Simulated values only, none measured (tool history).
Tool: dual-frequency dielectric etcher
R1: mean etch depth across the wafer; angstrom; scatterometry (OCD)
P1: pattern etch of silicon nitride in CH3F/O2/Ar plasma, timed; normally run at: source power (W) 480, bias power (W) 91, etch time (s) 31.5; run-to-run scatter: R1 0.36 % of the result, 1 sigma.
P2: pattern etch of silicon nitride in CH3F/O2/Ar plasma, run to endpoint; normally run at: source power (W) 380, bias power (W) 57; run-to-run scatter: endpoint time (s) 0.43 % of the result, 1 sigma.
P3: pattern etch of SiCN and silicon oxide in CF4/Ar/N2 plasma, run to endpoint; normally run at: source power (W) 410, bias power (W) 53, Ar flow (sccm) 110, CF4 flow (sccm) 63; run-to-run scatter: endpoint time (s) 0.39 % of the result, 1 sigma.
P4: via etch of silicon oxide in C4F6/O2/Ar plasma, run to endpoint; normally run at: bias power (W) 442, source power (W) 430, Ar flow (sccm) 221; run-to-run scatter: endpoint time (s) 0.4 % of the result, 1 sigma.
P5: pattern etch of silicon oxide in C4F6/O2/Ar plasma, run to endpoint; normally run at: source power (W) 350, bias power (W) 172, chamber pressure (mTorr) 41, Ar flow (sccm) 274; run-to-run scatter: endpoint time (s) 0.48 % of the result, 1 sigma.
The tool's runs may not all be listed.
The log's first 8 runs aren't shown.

run 9 day=2.092 | process_that_ran=P1 source_power_(W)=390 bias_power_(W)=91 etch_time_(s)=45.0 | R1=351.91
run 10 day=2.379 | process_that_ran=P3 source_power_(W)=410 bias_power_(W)=53 Ar_flow_(sccm)=110 CF4_flow_(sccm)=63 | endpoint_time_(s)=20.1670
run 11 day=2.671 | process_that_ran=P3 source_power_(W)=410 bias_power_(W)=53 Ar_flow_(sccm)=110 CF4_flow_(sccm)=63 | endpoint_time_(s)=20.1430
run 12 day=2.917 | process_that_ran=P4 source_power_(W)=570 bias_power_(W)=442 Ar_flow_(sccm)=221 | endpoint_time_(s)=13.7800
run 13 day=3.121 | process_that_ran=P3 source_power_(W)=410 bias_power_(W)=53 Ar_flow_(sccm)=110 CF4_flow_(sccm)=48 | endpoint_time_(s)=21.2300
run 14 day=3.283 | process_that_ran=P4 source_power_(W)=430 bias_power_(W)=301 Ar_flow_(sccm)=221 | endpoint_time_(s)=17.5300
run 15 day=3.417 | process_that_ran=P5 source_power_(W)=440 bias_power_(W)=172 chamber_pressure_(mTorr)=41 Ar_flow_(sccm)=274 | endpoint_time_(s)=7.7703
run 16 day=3.675 | process_that_ran=P2 source_power_(W)=520 bias_power_(W)=57 | endpoint_time_(s)=32.4070
run 17 day=3.971 | process_that_ran=P2 source_power_(W)=380 bias_power_(W)=57 | endpoint_time_(s)=36.6710
run 18 day=4.146 | process_that_ran=P4 source_power_(W)=430 bias_power_(W)=442 Ar_flow_(sccm)=295 | endpoint_time_(s)=15.7820
run 19 day=4.321 | process_that_ran=P1 source_power_(W)=480 bias_power_(W)=91 etch_time_(s)=45.5 | R1=385.57
run 20 day=4.608 | process_that_ran=P1 source_power_(W)=480 bias_power_(W)=91 etch_time_(s)=31.5 | R1=266.74
run 21 day=4.892 | process_that_ran=P2 source_power_(W)=380 bias_power_(W)=57 | endpoint_time_(s)=36.4640
run 22 day=5.104 | process_that_ran=P3 source_power_(W)=410 bias_power_(W)=53 Ar_flow_(sccm)=144 CF4_flow_(sccm)=63 | endpoint_time_(s)=21.0900
run 23 day=5.342 | process_that_ran=P3 source_power_(W)=410 bias_power_(W)=36 Ar_flow_(sccm)=110 CF4_flow_(sccm)=63 | endpoint_time_(s)=22.8210
run 24 day=5.592 | process_that_ran=P1 source_power_(W)=480 bias_power_(W)=114 etch_time_(s)=31.5 | R1=286.42
run 25 day=5.833 | process_that_ran=P1 source_power_(W)=310 bias_power_(W)=91 etch_time_(s)=31.5 | R1=225.67
run 26 day=6.050 | process_that_ran=P5 source_power_(W)=350 bias_power_(W)=172 chamber_pressure_(mTorr)=32 Ar_flow_(sccm)=274 | endpoint_time_(s)=8.2865
run 27 day=6.275 | process_that_ran=P5 source_power_(W)=350 bias_power_(W)=172 chamber_pressure_(mTorr)=41 Ar_flow_(sccm)=274 | endpoint_time_(s)=8.5188
run 28 day=6.492 | process_that_ran=P1 source_power_(W)=480 bias_power_(W)=67 etch_time_(s)=31.5 | R1=238.65
run 29 day=6.754 | process_that_ran=P1 source_power_(W)=480 bias_power_(W)=91 etch_time_(s)=31.5 | R1=266.83
-- day=6.817 wet clean of the chamber
run 30 day=6.996 | process_that_ran=P1 source_power_(W)=630 bias_power_(W)=91 etch_time_(s)=31.5 | R1=294.47
run 31 day=7.129 | process_that_ran=P1 source_power_(W)=480 bias_power_(W)=74 etch_time_(s)=22.5 | R1=176.01
run 32 day=7.262 | process_that_ran=P1 source_power_(W)=480 bias_power_(W)=91 etch_time_(s)=17.5 | R1=147.39

The next listed run, before its measurement:
run 33 day=7.479 | process_that_ran=P4 source_power_(W)=430 bias_power_(W)=442 Ar_flow_(sccm)=221 | endpoint_time_(s)=?

{"run 33": {"endpoint time (s)": 15.254}}
